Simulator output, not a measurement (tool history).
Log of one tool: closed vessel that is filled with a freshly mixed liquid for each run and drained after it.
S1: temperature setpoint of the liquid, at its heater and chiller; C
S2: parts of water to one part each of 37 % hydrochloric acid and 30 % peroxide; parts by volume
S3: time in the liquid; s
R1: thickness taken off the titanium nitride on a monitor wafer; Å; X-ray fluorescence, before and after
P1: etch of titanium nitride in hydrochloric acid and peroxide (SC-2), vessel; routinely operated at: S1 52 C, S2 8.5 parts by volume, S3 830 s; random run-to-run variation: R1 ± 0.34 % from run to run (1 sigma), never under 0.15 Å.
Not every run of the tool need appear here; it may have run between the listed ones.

run    day    S1   S2    S3      R1
  1  0.271    52  8.5   830  400.75
  2  0.454    52    4   830  704.86
  3  0.688    52  8.5    75  36.714
  4  0.996    52  8.5   830  402.26
  5  1.317    52  8.5   830  402.17
  6  1.696    52  8.5   830  403.41
  7  1.979    52  8.5  1515  732.88
  8  2.358    52  8.5   830  401.92
  9  2.583    52    4   225  190.26
 10  2.783    68  8.5   830  1099.5
 11  3.125    52  8.5   830  402.94
 12  3.392  40.5  8.5   830  182.81
 13  3.571    52   15   830  247.92
 14  3.829    52  8.5   830  401.12
 15  4.196    52  8.5   830   382.4
 16  4.458    52  8.5   830  372.46
 17  4.642    52  8.5   830  370.63
 18  4.988    52  8.5   830  367.82
     5.071  -- new drum of peroxide connected
 19  5.212    52  8.5   830  366.77
 20  5.383    52  8.5   830   364.7
 21  5.621    52  8.5   830  361.67
 22  5.946    52  8.5   830  361.52

The output of P1 has drifted from where it used to be. Each of the 2 causes below, taken at the size shown beside it, accounts for the log equally well:
A: chemicals flow below the setpoint (%) = 11.5
B: liquid colder than its thermometer reads (K) = 1.52
Creep in the process output first set in at about day 3.829.
Ruled out, with reasons:
peroxide weaker than its label (%): serviced at day 5.071, which brought nothing back

Question marks stand in for the results of the 4 check runs listed below, each run on one wafer. Under which run would the listed causes show clearly different results?
check 1  6.271    52  11.5  830   ?
check 2  6.271    52  12.5  830   ?
check 3  6.271    44   8.5  180   ?
check 4  6.271  41.5     4  830   ?

Predicted outcomes, by check and by cause:
  check  result    if A    if B
check 1      R1  281.47   282.7
check 2      R1  261.74  263.21
check 3      R1  45.952  45.692
check 4      R1  316.78  309.17
Smallest distance between any two causes, each pair judged by its most separating result, in per cent: check 1 0.44 %; check 2 0.56 %; check 3 0.57 %; check 4 2.43 %
Of the check runs offered, only check 4 discriminates between the causes; the rest would read about the same regardless of which cause applies.

Running check 4 produced the following: R1 308.93 Å. Which one of the listed causes fits?

The correct cause is B, namely: liquid colder than its thermometer reads (K).
